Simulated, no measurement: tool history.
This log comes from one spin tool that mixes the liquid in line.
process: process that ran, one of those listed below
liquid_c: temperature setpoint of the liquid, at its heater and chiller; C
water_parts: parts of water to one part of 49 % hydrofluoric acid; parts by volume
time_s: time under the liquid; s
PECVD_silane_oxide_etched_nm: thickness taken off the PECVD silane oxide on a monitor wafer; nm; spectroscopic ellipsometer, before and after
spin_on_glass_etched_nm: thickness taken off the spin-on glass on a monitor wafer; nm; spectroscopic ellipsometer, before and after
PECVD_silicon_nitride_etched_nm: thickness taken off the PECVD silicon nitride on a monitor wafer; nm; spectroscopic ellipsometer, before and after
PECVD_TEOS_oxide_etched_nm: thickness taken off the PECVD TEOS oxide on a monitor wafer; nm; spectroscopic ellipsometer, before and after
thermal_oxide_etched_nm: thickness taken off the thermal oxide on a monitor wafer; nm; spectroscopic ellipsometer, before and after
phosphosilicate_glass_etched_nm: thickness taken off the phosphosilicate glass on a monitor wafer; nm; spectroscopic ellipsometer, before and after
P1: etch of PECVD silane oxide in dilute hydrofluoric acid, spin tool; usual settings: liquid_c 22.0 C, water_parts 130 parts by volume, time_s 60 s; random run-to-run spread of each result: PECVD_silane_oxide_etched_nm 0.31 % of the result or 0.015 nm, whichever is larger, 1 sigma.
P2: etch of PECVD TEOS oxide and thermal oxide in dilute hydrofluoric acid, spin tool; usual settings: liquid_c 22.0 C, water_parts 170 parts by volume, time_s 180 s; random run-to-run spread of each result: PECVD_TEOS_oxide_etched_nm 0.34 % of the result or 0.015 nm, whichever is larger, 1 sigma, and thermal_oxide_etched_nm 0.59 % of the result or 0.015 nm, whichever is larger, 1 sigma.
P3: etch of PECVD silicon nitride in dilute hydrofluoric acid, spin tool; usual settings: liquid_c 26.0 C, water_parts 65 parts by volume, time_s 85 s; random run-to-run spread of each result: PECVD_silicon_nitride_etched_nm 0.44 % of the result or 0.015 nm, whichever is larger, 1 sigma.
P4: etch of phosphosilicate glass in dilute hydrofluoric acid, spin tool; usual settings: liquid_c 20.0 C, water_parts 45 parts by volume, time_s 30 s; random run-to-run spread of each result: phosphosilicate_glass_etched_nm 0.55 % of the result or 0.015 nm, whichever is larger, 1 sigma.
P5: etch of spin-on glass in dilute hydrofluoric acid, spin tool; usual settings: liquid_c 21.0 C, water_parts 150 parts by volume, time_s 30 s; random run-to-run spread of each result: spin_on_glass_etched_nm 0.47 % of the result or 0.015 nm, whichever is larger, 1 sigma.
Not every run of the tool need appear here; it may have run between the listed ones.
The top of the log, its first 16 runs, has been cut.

run	day	process	liquid_c	water_parts	time_s	hours since the thermometer was replaced	hours since the hydrofluoric acid flow meter was replaced	PECVD_silane_oxide_etched_nm	spin_on_glass_etched_nm	PECVD_silicon_nitride_etched_nm	PECVD_TEOS_oxide_etched_nm	thermal_oxide_etched_nm	phosphosilicate_glass_etched_nm
17	7.746	P1	22.0	130	60	78.2	509.5	6.7428					
18	8.329	P1	22.0	130	60	92.2	523.5	6.7316					
19	8.721	P2	22.0	170	305	101.6	532.9				17.207	7.4169	
20	9.075	P1	28.5	130	60	110.1	541.4	8.5381					
21	9.692	P2	22.0	170	180	124.9	556.2				10.166	4.3696	
22	10.000	P4	20.0	60	30	132.3	563.6						58.383
23	10.312	P5	17.0	150	30	139.8	571.1		5.9682				
24	10.912	P2	22.0	170	180	154.2	585.5				10.194	4.4311	
25	11.225	P2	22.0	45	180	161.7	593.0				44.465	19.2810	
26	11.525	P4	20.0	45	15	168.9	600.2						40.008
27	12.067	P1	22.0	130	60	181.9	613.2	6.7182					
28	12.496	P1	29.0	130	110	192.2	623.5	16.1040					
29	13.029	P4	20.0	45	30	205.0	636.3						78.322
30	13.500	P4	25.5	45	30	216.3	647.6						98.316
31	14.112	P1	22.0	130	60	231.0	662.3	6.6900					
32	14.467	P1	22.0	130	60	239.5	670.8	6.8393					
33	14.875	P1	22.0	130	60	249.3	680.6	6.9691					
34	15.188	P1	22.0	130	60	256.8	688.1	7.0834					
35	15.633	P1	22.0	130	60	267.5	698.8	7.1095					
36	16.204	P1	22.0	130	60	281.2	712.5	7.1706					
37	16.604	P1	22.0	130	60	290.8	722.1	7.2133					
38	16.908	P1	22.0	130	60	298.1	729.4	7.1945					
39	17.221	P1	22.0	130	60	305.6	736.9	7.2137					
40	17.542	P1	22.0	130	60	313.3	744.6	7.2411					

For run 41, what comes out?
41	18.054	P1	22.0	130	60	325.6	756.9	?					

{"run 41": {"PECVD_silane_oxide_etched_nm": 7.1909}}

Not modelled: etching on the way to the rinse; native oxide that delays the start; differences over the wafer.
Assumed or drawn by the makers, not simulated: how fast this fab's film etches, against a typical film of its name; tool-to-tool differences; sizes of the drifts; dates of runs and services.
